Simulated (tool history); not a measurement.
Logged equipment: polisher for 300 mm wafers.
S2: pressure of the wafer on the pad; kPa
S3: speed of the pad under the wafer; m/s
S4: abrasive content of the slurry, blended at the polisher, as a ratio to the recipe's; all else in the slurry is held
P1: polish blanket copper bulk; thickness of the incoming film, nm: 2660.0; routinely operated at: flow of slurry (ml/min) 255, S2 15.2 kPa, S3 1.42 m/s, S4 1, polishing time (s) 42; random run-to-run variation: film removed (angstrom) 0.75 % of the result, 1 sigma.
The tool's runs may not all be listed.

Run 1, hour 11.9: flow of slurry (ml/min) 255, S2 15.2 kPa, S3 1.42 m/s, S4 1, polishing time (s) 42. Result: film removed (angstrom) 3882.7.
Run 2, hour 22.9: flow of slurry (ml/min) 255, S2 20.7 kPa, S3 1.42 m/s, S4 1, polishing time (s) 42. Result: film removed (angstrom) 5277.6.
Run 3, hour 36.2: flow of slurry (ml/min) 255, S2 15.2 kPa, S3 1.42 m/s, S4 1, polishing time (s) 64. Result: film removed (angstrom) 5910.1.
Run 4, hour 47.4: flow of slurry (ml/min) 370, S2 15.2 kPa, S3 1.42 m/s, S4 1, polishing time (s) 42. Result: film removed (angstrom) 3960.8.
Run 5, hour 59.4: flow of slurry (ml/min) 255, S2 15.2 kPa, S3 1.42 m/s, S4 1, polishing time (s) 25. Result: film removed (angstrom) 2324.5.
Run 6, hour 70.2: flow of slurry (ml/min) 255, S2 6.9 kPa, S3 1.42 m/s, S4 1, polishing time (s) 42. Result: film removed (angstrom) 1749.3.
Run 7, hour 82.9: flow of slurry (ml/min) 255, S2 15.2 kPa, S3 1.42 m/s, S4 1, polishing time (s) 42. Result: film removed (angstrom) 3859.1.
Run 8, hour 94.5: flow of slurry (ml/min) 360, S2 11 kPa, S3 1.42 m/s, S4 1, polishing time (s) 42. Result: film removed (angstrom) 2920.
At hour 103: head pressure recalibrated.
Run 9, hour 104.6: flow of slurry (ml/min) 255, S2 15.2 kPa, S3 1.42 m/s, S4 0.65, polishing time (s) 42. Result: film removed (angstrom) 3503.4.
Run 10, hour 112.6: flow of slurry (ml/min) 255, S2 15.2 kPa, S3 1.42 m/s, S4 1, polishing time (s) 42. Result: film removed (angstrom) 3839.3.
Run 11, hour 126.4: flow of slurry (ml/min) 255, S2 15.2 kPa, S3 1.92 m/s, S4 1, polishing time (s) 42. Result: film removed (angstrom) 5251.1.
Run 12, hour 137.3: flow of slurry (ml/min) 255, S2 15.2 kPa, S3 1.42 m/s, S4 1.5, polishing time (s) 42. Result: film removed (angstrom) 4246.6.
Run 13, hour 150.6: flow of slurry (ml/min) 255, S2 15.2 kPa, S3 1.42 m/s, S4 1, polishing time (s) 42. Result: film removed (angstrom) 3880.7.
Run 14, hour 159.5: flow of slurry (ml/min) 255, S2 15.2 kPa, S3 1.42 m/s, S4 1, polishing time (s) 42. Result: film removed (angstrom) 3818.5.
Run 15, hour 170.4: flow of slurry (ml/min) 155, S2 15.2 kPa, S3 1.42 m/s, S4 1, polishing time (s) 42. Result: film removed (angstrom) 3613.3.
At hour 173.1: slurry blender recalibrated.
Run 16, hour 179.2: flow of slurry (ml/min) 255, S2 15.2 kPa, S3 2.18 m/s, S4 1, polishing time (s) 64. Result: film removed (angstrom) 9121.7.
Run 17, hour 188.1: flow of slurry (ml/min) 255, S2 15.2 kPa, S3 0.86 m/s, S4 1, polishing time (s) 42. Result: film removed (angstrom) 2338.1.
Run 18, hour 197.3: flow of slurry (ml/min) 255, S2 15.2 kPa, S3 1.42 m/s, S4 1, polishing time (s) 42. Result: film removed (angstrom) 3855.8.
Run 19, hour 208.4: flow of slurry (ml/min) 255, S2 15.2 kPa, S3 1.42 m/s, S4 1, polishing time (s) 42. Result: film removed (angstrom) 3787.1.
Run 20, hour 218.5: flow of slurry (ml/min) 255, S2 15.2 kPa, S3 1.42 m/s, S4 1, polishing time (s) 42. Result: film removed (angstrom) 3760.9.
Run 21, hour 229.3: flow of slurry (ml/min) 255, S2 15.2 kPa, S3 1.42 m/s, S4 1, polishing time (s) 42. Result: film removed (angstrom) 3721.
Run 22, hour 243.3: flow of slurry (ml/min) 255, S2 15.2 kPa, S3 1.42 m/s, S4 1, polishing time (s) 42. Result: film removed (angstrom) 3713.8.
At hour 252: slurry blender recalibrated.
Run 23, hour 254.3: flow of slurry (ml/min) 255, S2 15.2 kPa, S3 1.42 m/s, S4 1, polishing time (s) 42. Result: film removed (angstrom) 3682.7.
Run 24, hour 261.6: flow of slurry (ml/min) 255, S2 15.2 kPa, S3 1.42 m/s, S4 1, polishing time (s) 42. Result: film removed (angstrom) 3607.4.
Run 25, hour 274.3: flow of slurry (ml/min) 255, S2 15.2 kPa, S3 1.42 m/s, S4 1, polishing time (s) 42. Result: film removed (angstrom) 3619.5.
At hour 277.4: head pressure recalibrated.
Run 26, hour 286.5: flow of slurry (ml/min) 255, S2 15.2 kPa, S3 1.42 m/s, S4 1, polishing time (s) 42. Result: film removed (angstrom) 3611.3.
Run 27, hour 298.6: flow of slurry (ml/min) 255, S2 15.2 kPa, S3 1.42 m/s, S4 1, polishing time (s) 42. Result: film removed (angstrom) 3627.6.
Run 28, hour 310.6: flow of slurry (ml/min) 255, S2 15.2 kPa, S3 1.42 m/s, S4 1, polishing time (s) 42. Result: film removed (angstrom) 3666.8.

P1 has crept away from where it was. The log is fitted equally well by each of these 2 causes, at the sizes shown:
A: slurry flow missing at the pad, % = 37.5
B: removal rate lost through wear of the pad, % = 5.97
The gradual shift began around hour 197.3.
Why every other cause is out:
head's pressure below its setpoint, %: serviced at hour 277.4, after the drift had started, without restoring the earlier output
abrasive missing from the slurry, %: serviced at hour 252, after the drift had started, without restoring the earlier output

Of the 4 check runs below, each run on 3 wafers with the results averaged and each result still a question mark, which one would tell the listed causes apart?
Run check 1, hour 322.6: flow of slurry (ml/min) 255, S2 7.6 kPa, S3 1.42 m/s, S4 1, polishing time (s) 29. Result: film removed (angstrom) ?.
Run check 2, hour 322.6: flow of slurry (ml/min) 160, S2 15.2 kPa, S3 1.42 m/s, S4 1, polishing time (s) 42. Result: film removed (angstrom) ?.
Run check 3, hour 322.6: flow of slurry (ml/min) 255, S2 15.2 kPa, S3 1.78 m/s, S4 1, polishing time (s) 42. Result: film removed (angstrom) ?.
Run check 4, hour 322.6: flow of slurry (ml/min) 255, S2 7.6 kPa, S3 1.14 m/s, S4 1, polishing time (s) 42. Result: film removed (angstrom) ?.

Predicted outcomes, by check and by cause:
  check                   result    if A    if B
check 1  film removed (angstrom)  1254.6  1254.6
check 2  film removed (angstrom)  3307.9  3419.3
check 3  film removed (angstrom)  4555.4  4555.4
check 4  film removed (angstrom)  1458.8  1458.7
Separation of the two closest causes in each check, using whichever result separates them best: check 1 0 %; check 2 3.31 %; check 3 0 %; check 4 0 %
Check 2 is the one run that separates the causes; every other check would come out nearly the same whichever cause is at work.

Then check 2 was run and gave: film removed (angstrom) 3409.7. Which cause is it?

The correct cause is B, namely: removal rate lost through wear of the pad, %.

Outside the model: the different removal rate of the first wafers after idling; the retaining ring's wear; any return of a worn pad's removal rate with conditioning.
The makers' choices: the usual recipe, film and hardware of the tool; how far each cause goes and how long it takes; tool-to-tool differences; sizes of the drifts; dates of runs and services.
